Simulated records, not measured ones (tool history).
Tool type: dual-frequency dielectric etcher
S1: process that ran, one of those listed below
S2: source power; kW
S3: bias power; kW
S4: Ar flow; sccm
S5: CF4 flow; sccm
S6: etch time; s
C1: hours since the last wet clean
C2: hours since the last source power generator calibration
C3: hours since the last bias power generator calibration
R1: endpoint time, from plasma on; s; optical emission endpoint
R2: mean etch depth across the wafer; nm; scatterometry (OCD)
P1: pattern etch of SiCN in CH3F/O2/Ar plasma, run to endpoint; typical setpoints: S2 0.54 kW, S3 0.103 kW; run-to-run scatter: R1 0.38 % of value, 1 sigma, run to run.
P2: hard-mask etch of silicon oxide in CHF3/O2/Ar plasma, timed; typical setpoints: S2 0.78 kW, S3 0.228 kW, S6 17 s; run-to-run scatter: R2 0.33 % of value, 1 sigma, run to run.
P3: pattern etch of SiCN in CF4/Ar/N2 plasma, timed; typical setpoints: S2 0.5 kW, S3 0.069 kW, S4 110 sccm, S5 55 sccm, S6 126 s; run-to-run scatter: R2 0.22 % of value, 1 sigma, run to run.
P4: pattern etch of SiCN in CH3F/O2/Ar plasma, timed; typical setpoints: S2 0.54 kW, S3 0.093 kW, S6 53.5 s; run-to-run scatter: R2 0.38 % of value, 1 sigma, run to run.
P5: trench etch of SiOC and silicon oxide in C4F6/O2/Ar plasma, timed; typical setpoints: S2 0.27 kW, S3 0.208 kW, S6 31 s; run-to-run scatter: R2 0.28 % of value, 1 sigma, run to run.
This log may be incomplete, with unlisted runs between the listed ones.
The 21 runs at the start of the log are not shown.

run 22 day=7.104 | S1=P2 S2=0.78 S3=0.293 S6=17 | C1=526.3 C2=3340.7 C3=1823.9 | R2=44.512
run 23 day=7.438 | S1=P1 S2=0.54 S3=0.103 | C1=534.3 C2=3348.7 C3=1831.9 | R1=25.197
run 24 day=7.921 | S1=P4 S2=0.54 S3=0.093 S6=76.5 | C1=545.9 C2=3360.3 C3=1843.5 | R2=35.295
run 25 day=8.396 | S1=P3 S2=0.5 S3=0.069 S4=110 S5=75 S6=126 | C1=557.3 C2=3371.7 C3=1854.9 | R2=115.61
run 26 day=8.883 | S1=P5 S2=0.27 S3=0.208 S6=31 | C1=569 C2=3383.4 C3=1866.6 | R2=54.988
run 27 day=9.167 | S1=P1 S2=0.74 S3=0.103 | C1=575.8 C2=3390.2 C3=1873.4 | R1=22.62
run 28 day=9.575 | S1=P5 S2=0.27 S3=0.168 S6=31 | C1=585.6 C2=3400 C3=1883.2 | R2=51.679
run 29 day=9.854 | S1=P1 S2=0.54 S3=0.103 | C1=592.3 C2=3406.7 C3=1889.9 | R1=25.118
run 30 day=10.258 | S1=P3 S2=0.5 S3=0.069 S4=110 S5=55 S6=170.5 | C1=602 C2=3416.4 C3=1899.6 | R2=149.02
run 31 day=10.55 | S1=P1 S2=0.54 S3=0.103 | C1=609 C2=3423.4 C3=1906.6 | R1=25.431
run 32 day=10.954 | S1=P1 S2=0.54 S3=0.103 | C1=618.7 C2=3433.1 C3=1916.3 | R1=25.306
run 33 day=11.379 | S1=P1 S2=0.54 S3=0.103 | C1=628.9 C2=3443.3 C3=1926.5 | R1=25.671
run 34 day=11.804 | S1=P1 S2=0.54 S3=0.103 | C1=639.1 C2=3453.5 C3=1936.7 | R1=25.81
-- day=12.05 wet clean of the chamber
run 35 day=12.254 | S1=P1 S2=0.54 S3=0.103 | C1=5 C2=3464.3 C3=1947.5 | R1=25.853

The next listed run, before its measurement:
run 36 day=12.629 | S1=P1 S2=0.54 S3=0.103 | C1=14 C2=3473.3 C3=1956.5 | R1=?

R1: 25.773 s
